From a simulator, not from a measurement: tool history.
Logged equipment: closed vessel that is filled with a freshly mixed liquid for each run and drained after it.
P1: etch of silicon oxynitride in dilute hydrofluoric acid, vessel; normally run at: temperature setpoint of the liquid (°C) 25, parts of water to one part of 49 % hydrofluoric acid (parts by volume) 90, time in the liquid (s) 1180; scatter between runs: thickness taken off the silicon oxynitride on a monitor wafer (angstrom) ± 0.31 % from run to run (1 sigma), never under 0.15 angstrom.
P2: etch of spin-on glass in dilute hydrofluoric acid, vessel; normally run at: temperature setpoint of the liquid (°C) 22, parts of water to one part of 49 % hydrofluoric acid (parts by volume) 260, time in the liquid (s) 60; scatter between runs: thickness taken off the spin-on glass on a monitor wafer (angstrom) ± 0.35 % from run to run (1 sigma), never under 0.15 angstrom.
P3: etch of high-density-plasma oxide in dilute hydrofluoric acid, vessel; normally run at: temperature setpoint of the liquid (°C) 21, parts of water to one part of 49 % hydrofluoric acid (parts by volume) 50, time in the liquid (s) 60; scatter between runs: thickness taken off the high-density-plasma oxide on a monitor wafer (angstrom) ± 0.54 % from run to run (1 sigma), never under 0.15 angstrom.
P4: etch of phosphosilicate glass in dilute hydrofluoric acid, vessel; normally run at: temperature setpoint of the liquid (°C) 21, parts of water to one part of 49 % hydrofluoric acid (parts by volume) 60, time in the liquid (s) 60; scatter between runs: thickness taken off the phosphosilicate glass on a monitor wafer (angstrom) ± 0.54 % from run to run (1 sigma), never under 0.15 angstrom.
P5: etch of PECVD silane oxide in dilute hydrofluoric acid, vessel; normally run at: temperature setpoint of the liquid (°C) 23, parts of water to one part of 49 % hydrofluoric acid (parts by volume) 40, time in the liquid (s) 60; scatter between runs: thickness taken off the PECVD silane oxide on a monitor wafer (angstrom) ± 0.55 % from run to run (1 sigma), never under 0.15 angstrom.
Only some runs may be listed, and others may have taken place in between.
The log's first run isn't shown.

run	day	process that ran	temperature setpoint of the liquid (°C)	parts of water to one part of 49 % hydrofluoric acid (parts by volume)	time in the liquid (s)	hours since the thermometer was replaced	hours since the hydrofluoric acid flow meter was replaced	thickness taken off the silicon oxynitride on a monitor wafer (angstrom)	thickness taken off the PECVD silane oxide on a monitor wafer (angstrom)	thickness taken off the high-density-plasma oxide on a monitor wafer (angstrom)	thickness taken off the spin-on glass on a monitor wafer (angstrom)	thickness taken off the phosphosilicate glass on a monitor wafer (angstrom)
2	0.488	P5	17	40	60	594.8	324		551			
3	0.729	P3	17	50	60	600.6	329.8			53.689		
4	0.942	P2	22	260	60	605.7	334.9				88.199	
5	1.296	P2	22	260	110	614.2	343.4				161.2	
6	1.55	P2	22	355	60	620.3	349.5				58.359	
7	1.942	P2	17	260	60	629.7	358.9				72.987	
8	2.162	P3	21	30	60	635	364.2			108.41		
9	2.367	P1	25	90	1180	639.9	369.1	422.84				
10	2.592	P4	17	60	60	645.3	374.5					1162
11	2.812	P1	25	90	1180	650.6	379.8	424.22				
12	2.992	P3	21	50	60	654.9	384.1			63.744		
13	3.258	P1	25	90	1180	661.3	390.5	423.17				
14	3.538	P5	23	20	60	668	397.2		1449.8			
15	3.917	P3	21	50	30	677.1	406.3			31.512		
16	4.267	P4	21	100	60	685.5	414.7					782.67
17	4.517	P1	25	60	1740	691.5	420.7	965.3				
18	4.854	P1	25	145	1180	699.6	428.8	249.55				
19	5.162	P4	21	60	30	707	436.2					685.47
20	5.471	P3	21	50	60	714.4	443.6			63.618		
21	5.738	P5	23	40	90	720.8	450		1059.2			
22	6.062	P4	21	60	60	728.6	457.8					1369.1
23	6.304	P5	23	40	60	734.4	463.6		704.21			
24	6.696	P1	20.5	55	1180	743.8	473	573.02				
25	7.046	P1	25	90	520	752.2	481.4	185.54				

Estimate the outcome of run 26 from the log above:
26	7.417	P2	22	260	60	761.1	490.3				?	

Run 26 yielded thickness taken off the spin-on glass on a monitor wafer (angstrom) 87.82.
